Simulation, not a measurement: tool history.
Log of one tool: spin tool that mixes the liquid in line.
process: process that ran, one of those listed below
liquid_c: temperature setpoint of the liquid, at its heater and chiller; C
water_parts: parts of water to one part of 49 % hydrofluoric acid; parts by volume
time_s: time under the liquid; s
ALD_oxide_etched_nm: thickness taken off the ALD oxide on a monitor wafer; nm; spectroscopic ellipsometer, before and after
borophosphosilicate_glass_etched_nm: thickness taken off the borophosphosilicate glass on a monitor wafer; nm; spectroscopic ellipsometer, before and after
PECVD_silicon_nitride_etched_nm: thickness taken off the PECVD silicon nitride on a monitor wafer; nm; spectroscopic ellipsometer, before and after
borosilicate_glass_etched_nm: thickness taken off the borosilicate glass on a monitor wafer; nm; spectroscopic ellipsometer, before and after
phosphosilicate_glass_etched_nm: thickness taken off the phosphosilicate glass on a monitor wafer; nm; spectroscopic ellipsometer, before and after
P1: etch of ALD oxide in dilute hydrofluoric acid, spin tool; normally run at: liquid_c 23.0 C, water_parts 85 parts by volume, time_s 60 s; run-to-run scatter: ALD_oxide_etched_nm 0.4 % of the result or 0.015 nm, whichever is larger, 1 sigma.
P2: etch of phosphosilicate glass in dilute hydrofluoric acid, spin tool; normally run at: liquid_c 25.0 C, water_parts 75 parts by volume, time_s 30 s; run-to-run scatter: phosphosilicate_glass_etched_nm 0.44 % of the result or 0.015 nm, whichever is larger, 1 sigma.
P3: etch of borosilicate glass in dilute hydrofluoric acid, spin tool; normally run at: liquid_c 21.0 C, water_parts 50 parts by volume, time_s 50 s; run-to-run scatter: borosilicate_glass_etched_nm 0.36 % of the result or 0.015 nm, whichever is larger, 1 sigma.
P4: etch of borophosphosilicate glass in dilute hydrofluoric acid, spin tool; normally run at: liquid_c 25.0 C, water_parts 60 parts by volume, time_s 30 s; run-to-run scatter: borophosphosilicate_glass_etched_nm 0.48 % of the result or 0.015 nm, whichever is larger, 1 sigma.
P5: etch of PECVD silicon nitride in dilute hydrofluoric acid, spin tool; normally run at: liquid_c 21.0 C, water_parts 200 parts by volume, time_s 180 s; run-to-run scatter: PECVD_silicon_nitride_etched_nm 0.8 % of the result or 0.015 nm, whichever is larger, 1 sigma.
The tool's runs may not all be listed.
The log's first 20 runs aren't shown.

| run | hour | process | liquid_c | water_parts | time_s | hours since the thermometer was replaced | hours since the hydrofluoric acid flow meter was replaced | ALD_oxide_etched_nm | borophosphosilicate_glass_etched_nm | PECVD_silicon_nitride_etched_nm | borosilicate_glass_etched_nm | phosphosilicate_glass_etched_nm |
|---|---|---|---|---|---|---|---|---|---|---|---|---|
| 21 | 188.4 | P1 | 23.0 | 85 | 60 | 42.8 | 460.4 | 17.0500 |  |  |  |  |
| 22 | 195.1 | P3 | 21.0 | 50 | 15 | 49.5 | 467.1 |  |  |  | 5.6252 |  |
| 23 | 204.8 | P2 | 25.0 | 120 | 30 | 59.2 | 476.8 |  |  |  |  | 40.462 |
| 24 | 215.0 | P5 | 17.0 | 200 | 180 | 69.4 | 487.0 |  |  | 2.3726 |  |  |
| 25 | 222.0 | P1 | 23.0 | 85 | 60 | 76.4 | 494.0 | 17.0040 |  |  |  |  |
| 26 | 230.9 | P1 | 23.0 | 25 | 60 | 85.3 | 502.9 | 62.5070 |  |  |  |  |
| 27 | 240.4 | P1 | 23.0 | 85 | 60 | 94.8 | 512.4 | 17.0450 |  |  |  |  |
| 28 | 248.5 | P4 | 25.0 | 60 | 15 | 102.9 | 520.5 |  | 11.752 |  |  |  |
| 29 | 257.0 | P4 | 25.0 | 60 | 30 | 111.4 | 529.0 |  | 23.425 |  |  |  |
| 30 | 264.5 | P3 | 21.0 | 80 | 50 | 118.9 | 536.5 |  |  |  | 11.2860 |  |
| 31 | 272.5 | P1 | 23.0 | 85 | 60 | 126.9 | 544.5 | 16.9910 |  |  |  |  |
| 32 | 281.2 | P1 | 23.0 | 85 | 60 | 135.6 | 553.2 | 16.6080 |  |  |  |  |

Forecast run 33:
| 33 | 290.1 | P1 | 23.0 | 85 | 60 | 144.5 | 562.1 | ? |  |  |  |  |

Run 33 gave ALD_oxide_etched_nm 16.4280 nm.

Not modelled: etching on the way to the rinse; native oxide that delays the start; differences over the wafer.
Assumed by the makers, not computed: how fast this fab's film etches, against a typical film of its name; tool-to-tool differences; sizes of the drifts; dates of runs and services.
